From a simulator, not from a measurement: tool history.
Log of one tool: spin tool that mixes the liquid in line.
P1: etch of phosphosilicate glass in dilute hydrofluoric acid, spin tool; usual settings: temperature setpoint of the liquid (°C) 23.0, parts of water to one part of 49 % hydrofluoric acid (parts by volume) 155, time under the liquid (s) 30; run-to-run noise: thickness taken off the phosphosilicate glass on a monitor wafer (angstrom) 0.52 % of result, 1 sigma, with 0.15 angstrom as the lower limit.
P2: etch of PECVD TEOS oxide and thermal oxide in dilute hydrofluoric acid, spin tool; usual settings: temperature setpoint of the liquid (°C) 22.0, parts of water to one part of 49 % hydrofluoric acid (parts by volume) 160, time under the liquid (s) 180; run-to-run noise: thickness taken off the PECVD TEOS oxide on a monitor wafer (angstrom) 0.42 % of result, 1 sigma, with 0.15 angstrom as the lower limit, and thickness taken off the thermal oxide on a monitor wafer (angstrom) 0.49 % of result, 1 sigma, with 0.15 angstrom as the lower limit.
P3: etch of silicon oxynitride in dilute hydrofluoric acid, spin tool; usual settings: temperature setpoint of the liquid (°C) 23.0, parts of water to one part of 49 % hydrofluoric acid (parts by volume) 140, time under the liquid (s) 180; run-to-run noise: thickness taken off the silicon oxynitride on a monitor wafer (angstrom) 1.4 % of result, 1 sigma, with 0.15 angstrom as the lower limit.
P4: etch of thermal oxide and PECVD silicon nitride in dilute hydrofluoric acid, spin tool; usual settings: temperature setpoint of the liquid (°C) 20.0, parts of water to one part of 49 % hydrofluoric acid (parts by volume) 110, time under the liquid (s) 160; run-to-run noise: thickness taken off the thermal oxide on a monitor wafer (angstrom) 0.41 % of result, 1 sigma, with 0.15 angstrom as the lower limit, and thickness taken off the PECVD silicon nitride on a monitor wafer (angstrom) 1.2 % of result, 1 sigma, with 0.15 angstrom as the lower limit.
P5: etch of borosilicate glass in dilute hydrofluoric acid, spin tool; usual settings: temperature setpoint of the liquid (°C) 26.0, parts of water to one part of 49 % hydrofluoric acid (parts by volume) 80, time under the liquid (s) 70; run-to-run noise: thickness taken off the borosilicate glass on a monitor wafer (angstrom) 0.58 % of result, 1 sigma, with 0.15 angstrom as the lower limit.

| run | hour | process that ran | temperature setpoint of the liquid (°C) | parts of water to one part of 49 % hydrofluoric acid (parts by volume) | time under the liquid (s) | thickness taken off the phosphosilicate glass on a monitor wafer (angstrom) | thickness taken off the silicon oxynitride on a monitor wafer (angstrom) | thickness taken off the borosilicate glass on a monitor wafer (angstrom) | thickness taken off the PECVD TEOS oxide on a monitor wafer (angstrom) | thickness taken off the thermal oxide on a monitor wafer (angstrom) | thickness taken off the PECVD silicon nitride on a monitor wafer (angstrom) |
|---|---|---|---|---|---|---|---|---|---|---|---|
| 1 | 6.2 | P1 | 23.0 | 155 | 30 | 284.15 |  |  |  |  |  |
| 2 | 14.5 | P3 | 23.0 | 80 | 180 |  | 35.929 |  |  |  |  |
| 3 | 19.5 | P1 | 23.0 | 250 | 30 | 159.53 |  |  |  |  |  |
|  | 23.7 | thermometer replaced |
| 4 | 24.9 | P5 | 19.5 | 80 | 70 |  |  | 271.35 |  |  |  |
| 5 | 30.2 | P2 | 17.0 | 160 | 180 |  |  |  | 196.51 | 37.1050 |  |
| 6 | 34.3 | P1 | 17.5 | 155 | 30 | 229.87 |  |  |  |  |  |
| 7 | 38.6 | P5 | 26.0 | 80 | 70 |  |  | 357.11 |  |  |  |
| 8 | 45.3 | P1 | 23.0 | 155 | 15 | 141.84 |  |  |  |  |  |
| 9 | 51.8 | P1 | 23.0 | 35 | 30 | 1456.10 |  |  |  |  |  |
| 10 | 55.6 | P1 | 23.0 | 155 | 30 | 286.58 |  |  |  |  |  |
| 11 | 62.2 | P3 | 23.0 | 140 | 180 |  | 20.025 |  |  |  |  |
| 12 | 68.5 | P3 | 23.0 | 140 | 365 |  | 40.901 |  |  |  |  |
| 13 | 74.1 | P5 | 26.0 | 80 | 115 |  |  | 577.09 |  |  |  |
| 14 | 78.9 | P4 | 20.0 | 110 | 160 |  |  |  |  | 58.7550 | 21.832 |
| 15 | 83.6 | P2 | 22.0 | 160 | 180 |  |  |  | 241.47 | 45.5510 |  |
| 16 | 91.9 | P3 | 27.0 | 140 | 180 |  | 24.398 |  |  |  |  |
| 17 | 99.3 | P1 | 31.5 | 155 | 30 | 387.83 |  |  |  |  |  |
| 18 | 103.6 | P3 | 23.0 | 140 | 180 |  | 20.426 |  |  |  |  |
| 19 | 108.1 | P1 | 23.0 | 155 | 30 | 283.63 |  |  |  |  |  |
| 20 | 113.4 | P4 | 17.0 | 110 | 160 |  |  |  |  | 51.3780 | 17.497 |
| 21 | 120.7 | P1 | 18.0 | 245 | 30 | 135.48 |  |  |  |  |  |
| 22 | 125.6 | P1 | 23.0 | 155 | 55 | 516.96 |  |  |  |  |  |
| 23 | 130.6 | P5 | 26.0 | 145 | 70 |  |  | 179.72 |  |  |  |
| 24 | 136.8 | P2 | 22.0 | 50 | 180 |  |  |  | 871.33 | 166.0800 |  |
| 25 | 145.1 | P4 | 20.0 | 110 | 75 |  |  |  |  | 27.8370 | 10.218 |
| 26 | 148.9 | P1 | 28.5 | 155 | 15 | 173.68 |  |  |  |  |  |
| 27 | 155.8 | P4 | 20.0 | 40 | 160 |  |  |  |  | 174.3500 | 58.881 |
| 28 | 163.0 | P1 | 23.0 | 155 | 30 | 283.03 |  |  |  |  |  |
| 29 | 168.8 | P2 | 22.0 | 160 | 20 |  |  |  | 26.44 | 5.0854 |  |
| 30 | 175.2 | P1 | 23.0 | 155 | 30 | 287.02 |  |  |  |  |  |
| 31 | 179.5 | P1 | 23.0 | 155 | 30 | 281.28 |  |  |  |  |  |
| 32 | 184.2 | P1 | 23.0 | 155 | 30 | 277.45 |  |  |  |  |  |
| 33 | 189.6 | P1 | 23.0 | 155 | 30 | 274.92 |  |  |  |  |  |
| 34 | 198.1 | P1 | 23.0 | 155 | 30 | 273.78 |  |  |  |  |  |
| 35 | 203.0 | P1 | 23.0 | 155 | 30 | 271.14 |  |  |  |  |  |
| 36 | 208.4 | P1 | 23.0 | 155 | 30 | 272.72 |  |  |  |  |  |
| 37 | 212.3 | P1 | 23.0 | 155 | 30 | 269.83 |  |  |  |  |  |
| 38 | 219.7 | P1 | 23.0 | 155 | 30 | 268.91 |  |  |  |  |  |
| 39 | 227.6 | P1 | 23.0 | 155 | 30 | 266.28 |  |  |  |  |  |
| 40 | 231.6 | P1 | 23.0 | 155 | 30 | 270.78 |  |  |  |  |  |
| 41 | 239.2 | P1 | 23.0 | 155 | 30 | 266.95 |  |  |  |  |  |

What P1 gives has crept away from where it was. These 2 causes fit the log equally well, each at the size given:
A: hydrofluoric acid flow below the setpoint (%) = 4.8
B: liquid colder than its thermometer reads (K) = 1.5
The onset of the drift is placed at about hour 175.2.

Consider the 4 check runs below, whose results appear as question marks and each of which averages 5 wafers. Which one distinguishes the causes, in that each cause would give it a clearly different result?
| check 1 | 246.8 | P4 | 20.0 | 110 | 160 |  |  |  |  | ? | ? |
| check 2 | 246.8 | P3 | 23.0 | 140 | 180 |  | ? |  |  |  |  |
| check 3 | 246.8 | P5 | 26.0 | 80 | 70 |  |  | ? |  |  |  |
| check 4 | 246.8 | P2 | 22.0 | 160 | 180 |  |  |  | ? | ? |  |

How each check would come out, cause by cause:
| check | result | if A | if B |
|---|---|---|---|
| check 1 | thickness taken off the thermal oxide on a monitor wafer (angstrom) | 55.2200 | 54.8720 |
| check 1 | thickness taken off the PECVD silicon nitride on a monitor wafer (angstrom) | 20.952 | 19.844 |
| check 2 | thickness taken off the silicon oxynitride on a monitor wafer (angstrom) | 19.085 | 18.787 |
| check 3 | thickness taken off the borosilicate glass on a monitor wafer (angstrom) | 335.59 | 333.86 |
| check 4 | thickness taken off the PECVD TEOS oxide on a monitor wafer (angstrom) | 227.94 | 227.77 |
| check 4 | thickness taken off the thermal oxide on a monitor wafer (angstrom) | 42.8180 | 42.7870 |
How far apart the two closest causes lie, in the result that separates them most: check 1 5.43 %; check 2 1.57 %; check 3 0.52 %; check 4 0.07 %
The other checks would show nearly matching results whichever cause is true, so check 1 is the only one that separates the causes.

Here is what check 1 returned: thickness taken off the thermal oxide on a monitor wafer (angstrom) 55.1940; thickness taken off the PECVD silicon nitride on a monitor wafer (angstrom) 21.007. Which cause is it?

Of the candidate causes, it is A: hydrofluoric acid flow below the setpoint (%).
